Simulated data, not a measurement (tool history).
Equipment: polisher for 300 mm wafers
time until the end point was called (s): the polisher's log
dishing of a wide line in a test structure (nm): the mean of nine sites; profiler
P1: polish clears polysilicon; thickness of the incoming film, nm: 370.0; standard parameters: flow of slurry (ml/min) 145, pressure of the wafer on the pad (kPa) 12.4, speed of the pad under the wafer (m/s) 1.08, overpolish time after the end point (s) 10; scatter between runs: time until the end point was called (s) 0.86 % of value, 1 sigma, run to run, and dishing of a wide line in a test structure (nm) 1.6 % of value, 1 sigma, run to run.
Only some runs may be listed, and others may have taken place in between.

run,hour,flow of slurry (ml/min),pressure of the wafer on the pad (kPa),speed of the pad under the wafer (m/s),overpolish time after the end point (s),wafers polished on this pad,hours since the slurry nozzle was cleaned,hours since the head pressure was calibrated,time until the end point was called (s),dishing of a wide line in a test structure (nm)
1,9.9,145,12.4,1.08,10,322,288,719.5,31.151,49.16
2,22,145,6.2,1.08,10,426,300.1,731.6,61.699,35.021
3,31,145,12.4,1.08,10,504,309.1,740.6,30.972,47.377
4,48,195,12.4,1.08,10,650,326.1,757.6,29.69,48.605
5,59.7,145,12.4,1.56,10,751,337.8,769.3,21.42,53.018
6,70.6,145,12.4,1.08,10,844,348.7,780.2,31.046,49.167
7,78.6,145,12.4,1.08,10,913,356.7,788.2,31.18,48.761
8,86.4,145,12.4,1.08,10,980,364.5,796,31.009,47.908
9,101.2,145,12.4,1.08,10,1108,379.3,810.8,30.859,48.915
10,108.8,145,18.6,1.08,10,1173,386.9,818.4,20.718,54.655
11,117,145,12.4,0.52,10,1243,395.1,826.6,63.582,34.571
12,129.1,85,12.4,1.08,10,1348,407.2,838.7,34.704,46.408
13,142.8,145,12.4,1.08,20,1465,420.9,852.4,31.027,54.902
14,159.1,90,12.4,1.08,19,1606,437.2,868.7,34.033,53.443

What does the tool deliver on the next run?
15,174.1,145,12.4,1.08,3,1735,452.2,883.7,?,?

time until the end point was called (s): 31.282
dishing of a wide line in a test structure (nm): 25.193
